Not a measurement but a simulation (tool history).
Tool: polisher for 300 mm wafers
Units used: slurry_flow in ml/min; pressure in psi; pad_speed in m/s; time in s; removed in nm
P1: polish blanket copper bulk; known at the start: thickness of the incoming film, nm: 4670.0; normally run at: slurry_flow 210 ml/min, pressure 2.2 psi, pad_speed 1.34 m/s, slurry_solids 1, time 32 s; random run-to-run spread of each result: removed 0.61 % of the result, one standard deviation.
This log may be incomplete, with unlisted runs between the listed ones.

run 1 hour=18.4 | slurry_flow=210 pressure=2.2 pad_speed=1.34 slurry_solids=1 time=32 | removed=308.31
run 2 hour=34.5 | slurry_flow=320 pressure=2.2 pad_speed=1.34 slurry_solids=1 time=32 | removed=325.65
run 3 hour=43.4 | slurry_flow=210 pressure=2.2 pad_speed=1.34 slurry_solids=1 time=32 | removed=311.98
run 4 hour=61.3 | slurry_flow=210 pressure=2.2 pad_speed=0.62 slurry_solids=1 time=32 | removed=143.8
run 5 hour=76.8 | slurry_flow=210 pressure=2.2 pad_speed=1.34 slurry_solids=1 time=46 | removed=448.5
run 6 hour=91.8 | slurry_flow=210 pressure=2.2 pad_speed=1.84 slurry_solids=1 time=32 | removed=430.91
run 7 hour=109.5 | slurry_flow=130 pressure=2.2 pad_speed=1.34 slurry_solids=1 time=32 | removed=288.39
run 8 hour=120.5 | slurry_flow=210 pressure=2.2 pad_speed=1.34 slurry_solids=1 time=16 | removed=155.76
run 9 hour=137.2 | slurry_flow=210 pressure=2.2 pad_speed=1.34 slurry_solids=0.5 time=32 | removed=270.66
run 10 hour=156 | slurry_flow=210 pressure=2.2 pad_speed=1.34 slurry_solids=1 time=32 | removed=310.39
run 11 hour=170.4 | slurry_flow=210 pressure=1 pad_speed=1.34 slurry_solids=1 time=32 | removed=141.34
run 12 hour=182 | slurry_flow=210 pressure=2.2 pad_speed=1.34 slurry_solids=1 time=32 | removed=311.41
run 13 hour=191.3 | slurry_flow=210 pressure=3.4 pad_speed=1.34 slurry_solids=1 time=32 | removed=477.44
run 14 hour=205.1 | slurry_flow=210 pressure=2.2 pad_speed=1.34 slurry_solids=1 time=32 | removed=310.7
run 15 hour=216.3 | slurry_flow=210 pressure=1.6 pad_speed=0.9 slurry_solids=1 time=32 | removed=152.52

What will run 16 give?
run 16 hour=229.8 | slurry_flow=210 pressure=2.2 pad_speed=1.34 slurry_solids=1 time=32 | removed=?

{"run 16": {"removed": 310.7}}
